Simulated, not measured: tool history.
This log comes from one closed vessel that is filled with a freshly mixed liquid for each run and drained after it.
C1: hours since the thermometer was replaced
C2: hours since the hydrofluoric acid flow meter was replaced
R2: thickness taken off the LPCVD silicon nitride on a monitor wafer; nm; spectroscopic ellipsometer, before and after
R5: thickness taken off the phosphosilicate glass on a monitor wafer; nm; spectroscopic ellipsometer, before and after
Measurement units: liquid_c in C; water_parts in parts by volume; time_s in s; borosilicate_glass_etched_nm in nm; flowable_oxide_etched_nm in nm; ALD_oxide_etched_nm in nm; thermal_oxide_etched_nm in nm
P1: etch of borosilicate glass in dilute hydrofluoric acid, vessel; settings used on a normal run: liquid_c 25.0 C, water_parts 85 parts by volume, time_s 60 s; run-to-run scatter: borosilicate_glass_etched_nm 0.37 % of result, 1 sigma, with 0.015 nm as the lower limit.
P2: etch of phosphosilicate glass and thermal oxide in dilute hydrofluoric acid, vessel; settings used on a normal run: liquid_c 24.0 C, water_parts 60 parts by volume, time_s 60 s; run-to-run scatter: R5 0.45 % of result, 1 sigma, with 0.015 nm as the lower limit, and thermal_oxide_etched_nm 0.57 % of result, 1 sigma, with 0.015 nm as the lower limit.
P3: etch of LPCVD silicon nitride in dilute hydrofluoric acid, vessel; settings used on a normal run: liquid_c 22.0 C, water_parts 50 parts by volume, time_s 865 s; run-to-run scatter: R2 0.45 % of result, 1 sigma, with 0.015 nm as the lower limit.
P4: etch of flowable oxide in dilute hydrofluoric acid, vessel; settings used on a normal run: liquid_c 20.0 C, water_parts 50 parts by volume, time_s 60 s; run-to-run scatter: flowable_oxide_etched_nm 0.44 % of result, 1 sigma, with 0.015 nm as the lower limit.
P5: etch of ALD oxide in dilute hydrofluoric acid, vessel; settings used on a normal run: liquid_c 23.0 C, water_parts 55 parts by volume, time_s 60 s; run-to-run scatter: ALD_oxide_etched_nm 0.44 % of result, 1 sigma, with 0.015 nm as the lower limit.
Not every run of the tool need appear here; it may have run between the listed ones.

{"run": 1, "hour": 4.6, "process": "P1", "liquid_c": 25.0, "water_parts": 85, "time_s": 60, "C1": 311.8, "C2": 783.0, "borosilicate_glass_etched_nm": 25.287}
{"run": 2, "hour": 9.0, "process": "P3", "liquid_c": 25.5, "water_parts": 50, "time_s": 865, "C1": 316.2, "C2": 787.4, "R2": 9.3902}
{"run": 3, "hour": 15.8, "process": "P4", "liquid_c": 20.0, "water_parts": 50, "time_s": 60, "C1": 323.0, "C2": 794.2, "flowable_oxide_etched_nm": 31.748}
{"run": 4, "hour": 21.1, "process": "P1", "liquid_c": 25.0, "water_parts": 85, "time_s": 60, "C1": 328.3, "C2": 799.5, "borosilicate_glass_etched_nm": 25.313}
{"run": 5, "hour": 26.4, "process": "P5", "liquid_c": 23.0, "water_parts": 55, "time_s": 60, "C1": 333.6, "C2": 804.8, "ALD_oxide_etched_nm": 27.157}
{"run": 6, "hour": 32.5, "process": "P1", "liquid_c": 18.0, "water_parts": 125, "time_s": 60, "C1": 339.7, "C2": 810.9, "borosilicate_glass_etched_nm": 12.255}
{"run": 7, "hour": 35.8, "process": "P1", "liquid_c": 25.0, "water_parts": 85, "time_s": 60, "C1": 343.0, "C2": 814.2, "borosilicate_glass_etched_nm": 25.422}
{"run": 8, "hour": 42.1, "process": "P2", "liquid_c": 24.0, "water_parts": 60, "time_s": 60, "C1": 349.3, "C2": 820.5, "R5": 129.13, "thermal_oxide_etched_nm": 4.4838}
{"run": 9, "hour": 45.1, "process": "P2", "liquid_c": 24.0, "water_parts": 60, "time_s": 30, "C1": 352.3, "C2": 823.5, "R5": 64.256, "thermal_oxide_etched_nm": 2.2379}
{"run": 10, "hour": 51.8, "process": "P1", "liquid_c": 25.0, "water_parts": 85, "time_s": 60, "C1": 359.0, "C2": 830.2, "borosilicate_glass_etched_nm": 25.17}
{"run": 11, "hour": 55.4, "process": "P4", "liquid_c": 20.0, "water_parts": 50, "time_s": 60, "C1": 362.6, "C2": 833.8, "flowable_oxide_etched_nm": 31.697}
{"run": 12, "hour": 59.1, "process": "P1", "liquid_c": 25.0, "water_parts": 85, "time_s": 30, "C1": 366.3, "C2": 837.5, "borosilicate_glass_etched_nm": 12.681}
{"run": 13, "hour": 65.2, "process": "P1", "liquid_c": 25.0, "water_parts": 50, "time_s": 115, "C1": 372.4, "C2": 843.6, "borosilicate_glass_etched_nm": 86.088}
{"run": 14, "hour": 70.0, "process": "P2", "liquid_c": 24.0, "water_parts": 60, "time_s": 60, "C1": 377.2, "C2": 848.4, "R5": 128.19, "thermal_oxide_etched_nm": 4.4375}
{"run": 15, "hour": 75.4, "process": "P3", "liquid_c": 22.0, "water_parts": 90, "time_s": 865, "C1": 382.6, "C2": 853.8, "R2": 4.2015}
{"run": 16, "hour": 82.3, "process": "P1", "liquid_c": 25.0, "water_parts": 85, "time_s": 105, "C1": 389.5, "C2": 860.7, "borosilicate_glass_etched_nm": 44.135}
{"run": 17, "hour": 87.6, "process": "P4", "liquid_c": 17.0, "water_parts": 50, "time_s": 60, "C1": 394.8, "C2": 866.0, "flowable_oxide_etched_nm": 27.858}
{"run": 18, "hour": 93.3, "process": "P1", "liquid_c": 31.0, "water_parts": 85, "time_s": 60, "C1": 400.5, "C2": 871.7, "borosilicate_glass_etched_nm": 31.737}
{"run": 19, "hour": 96.5, "process": "P5", "liquid_c": 23.0, "water_parts": 55, "time_s": 110, "C1": 403.7, "C2": 874.9, "ALD_oxide_etched_nm": 50.032}
{"run": 20, "hour": 101.9, "process": "P4", "liquid_c": 20.0, "water_parts": 20, "time_s": 60, "C1": 409.1, "C2": 880.3, "flowable_oxide_etched_nm": 81.806}
{"run": 21, "hour": 108.7, "process": "P5", "liquid_c": 23.0, "water_parts": 85, "time_s": 60, "C1": 415.9, "C2": 887.1, "ALD_oxide_etched_nm": 16.985}
{"run": 22, "hour": 114.2, "process": "P1", "liquid_c": 25.0, "water_parts": 150, "time_s": 60, "C1": 421.4, "C2": 892.6, "borosilicate_glass_etched_nm": 13.19}
{"run": 23, "hour": 118.0, "process": "P5", "liquid_c": 28.0, "water_parts": 55, "time_s": 60, "C1": 425.2, "C2": 896.4, "ALD_oxide_etched_nm": 33.011}
{"run": 24, "hour": 123.8, "process": "P1", "liquid_c": 25.0, "water_parts": 110, "time_s": 95, "C1": 431.0, "C2": 902.2, "borosilicate_glass_etched_nm": 29.943}
{"run": 25, "hour": 129.9, "process": "P1", "liquid_c": 25.0, "water_parts": 85, "time_s": 60, "C1": 437.1, "C2": 908.3, "borosilicate_glass_etched_nm": 25.286}
{"run": 26, "hour": 135.6, "process": "P1", "liquid_c": 25.0, "water_parts": 85, "time_s": 60, "C1": 442.8, "C2": 914.0, "borosilicate_glass_etched_nm": 25.463}
{"run": 27, "hour": 142.6, "process": "P2", "liquid_c": 24.0, "water_parts": 95, "time_s": 60, "C1": 449.8, "C2": 921.0, "R5": 77.19, "thermal_oxide_etched_nm": 2.6785}
{"run": 28, "hour": 148.5, "process": "P4", "liquid_c": 20.0, "water_parts": 50, "time_s": 30, "C1": 455.7, "C2": 926.9, "flowable_oxide_etched_nm": 15.892}

For run 29, what comes out?
{"run": 29, "hour": 153.3, "process": "P1", "liquid_c": 18.0, "water_parts": 85, "time_s": 60, "C1": 460.5, "C2": 931.7, "borosilicate_glass_etched_nm": "?"}

Run 29 yielded borosilicate_glass_etched_nm 19.057 nm.
